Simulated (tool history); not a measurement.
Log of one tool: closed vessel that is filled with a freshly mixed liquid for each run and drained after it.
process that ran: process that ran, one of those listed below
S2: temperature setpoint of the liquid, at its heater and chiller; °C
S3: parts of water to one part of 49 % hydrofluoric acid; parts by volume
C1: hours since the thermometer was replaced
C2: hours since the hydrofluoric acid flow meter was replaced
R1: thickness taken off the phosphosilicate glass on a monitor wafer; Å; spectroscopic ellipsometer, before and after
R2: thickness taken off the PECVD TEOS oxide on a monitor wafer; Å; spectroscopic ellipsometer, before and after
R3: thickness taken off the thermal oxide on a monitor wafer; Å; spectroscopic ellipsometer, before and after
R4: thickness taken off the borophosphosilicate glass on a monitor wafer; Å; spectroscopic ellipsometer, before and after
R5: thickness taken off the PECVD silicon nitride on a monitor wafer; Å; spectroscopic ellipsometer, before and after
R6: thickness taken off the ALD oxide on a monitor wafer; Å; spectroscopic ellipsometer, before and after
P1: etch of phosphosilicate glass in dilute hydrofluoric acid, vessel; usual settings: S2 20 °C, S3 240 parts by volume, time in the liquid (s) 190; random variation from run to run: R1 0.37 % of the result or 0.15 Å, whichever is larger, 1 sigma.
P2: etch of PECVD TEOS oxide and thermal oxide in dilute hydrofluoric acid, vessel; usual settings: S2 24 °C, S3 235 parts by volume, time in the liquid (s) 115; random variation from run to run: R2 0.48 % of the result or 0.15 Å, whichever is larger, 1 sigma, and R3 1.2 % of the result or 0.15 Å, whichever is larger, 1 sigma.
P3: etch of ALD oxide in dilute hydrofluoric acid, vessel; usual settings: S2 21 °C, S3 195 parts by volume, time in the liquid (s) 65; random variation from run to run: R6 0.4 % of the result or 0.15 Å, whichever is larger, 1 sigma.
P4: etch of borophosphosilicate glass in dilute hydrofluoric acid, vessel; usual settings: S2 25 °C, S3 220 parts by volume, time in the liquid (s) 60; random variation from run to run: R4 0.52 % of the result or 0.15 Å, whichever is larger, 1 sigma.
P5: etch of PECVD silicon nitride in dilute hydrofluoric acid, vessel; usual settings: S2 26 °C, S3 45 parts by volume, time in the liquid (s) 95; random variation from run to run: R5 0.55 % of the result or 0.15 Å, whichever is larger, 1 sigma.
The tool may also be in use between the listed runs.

{"run": 1, "day": 0.571, "process that ran": "P1", "S2": 20, "S3": 240, "time in the liquid (s)": 190, "C1": 1181.5, "C2": 135.5, "R1": 565.32}
{"run": 2, "day": 0.942, "process that ran": "P1", "S2": 27.5, "S3": 240, "time in the liquid (s)": 190, "C1": 1190.4, "C2": 144.4, "R1": 745.66}
{"run": 3, "day": 1.354, "process that ran": "P2", "S2": 24, "S3": 235, "time in the liquid (s)": 35, "C1": 1200.3, "C2": 154.3, "R2": 13.901, "R3": 5.7744}
{"run": 4, "day": 1.962, "process that ran": "P2", "S2": 24, "S3": 235, "time in the liquid (s)": 115, "C1": 1214.9, "C2": 168.9, "R2": 45.146, "R3": 19.564}
{"run": 5, "day": 2.646, "process that ran": "P1", "S2": 27, "S3": 140, "time in the liquid (s)": 190, "C1": 1231.3, "C2": 185.3, "R1": 1419.9}
{"run": 6, "day": 3.125, "process that ran": "P4", "S2": 25, "S3": 220, "time in the liquid (s)": 60, "C1": 1242.8, "C2": 196.8, "R4": 113.76}
{"run": 7, "day": 3.679, "process that ran": "P5", "S2": 21.5, "S3": 45, "time in the liquid (s)": 95, "C1": 1256.1, "C2": 210.1, "R5": 29.213}
{"run": 8, "day": 4.45, "process that ran": "P5", "S2": 26, "S3": 75, "time in the liquid (s)": 95, "C1": 1274.6, "C2": 228.6, "R5": 23.926}
{"run": 9, "day": 5.042, "process that ran": "P1", "S2": 20, "S3": 240, "time in the liquid (s)": 190, "C1": 1288.8, "C2": 242.8, "R1": 566.83}
{"run": 10, "day": 5.492, "process that ran": "P3", "S2": 28.5, "S3": 195, "time in the liquid (s)": 65, "C1": 1299.6, "C2": 253.6, "R6": 94.689}
{"run": 11, "day": 6.012, "process that ran": "P3", "S2": 21, "S3": 360, "time in the liquid (s)": 65, "C1": 1312.1, "C2": 266.1, "R6": 33.53}
{"run": 12, "day": 6.779, "process that ran": "P1", "S2": 20, "S3": 375, "time in the liquid (s)": 190, "C1": 1330.5, "C2": 284.5, "R1": 325.69}
{"run": 13, "day": 7.304, "process that ran": "P4", "S2": 25, "S3": 220, "time in the liquid (s)": 30, "C1": 1343.1, "C2": 297.1, "R4": 57.323}
{"run": 14, "day": 7.925, "process that ran": "P5", "S2": 26, "S3": 45, "time in the liquid (s)": 95, "C1": 1358, "C2": 312, "R5": 39.966}
{"run": 15, "day": 8.683, "process that ran": "P3", "S2": 21, "S3": 195, "time in the liquid (s)": 65, "C1": 1376.2, "C2": 330.2, "R6": 71.028}
{"run": 16, "day": 9.067, "process that ran": "P1", "S2": 20, "S3": 240, "time in the liquid (s)": 190, "C1": 1385.4, "C2": 339.4, "R1": 569.39}
{"run": 17, "day": 9.542, "process that ran": "P2", "S2": 24, "S3": 90, "time in the liquid (s)": 115, "C1": 1396.8, "C2": 350.8, "R2": 138.93, "R3": 58.656}
{"run": 18, "day": 10.175, "process that ran": "P1", "S2": 20, "S3": 95, "time in the liquid (s)": 190, "C1": 1412, "C2": 366, "R1": 1672.6}
{"run": 19, "day": 10.692, "process that ran": "P1", "S2": 20, "S3": 240, "time in the liquid (s)": 190, "C1": 1424.4, "C2": 378.4, "R1": 570.78}

Run 20 comes next. What will it give?
{"run": 20, "day": 11.421, "process that ran": "P1", "S2": 20, "S3": 240, "time in the liquid (s)": 50, "C1": 1441.9, "C2": 395.9, "R1": "?"}

R1: 150.1 Å
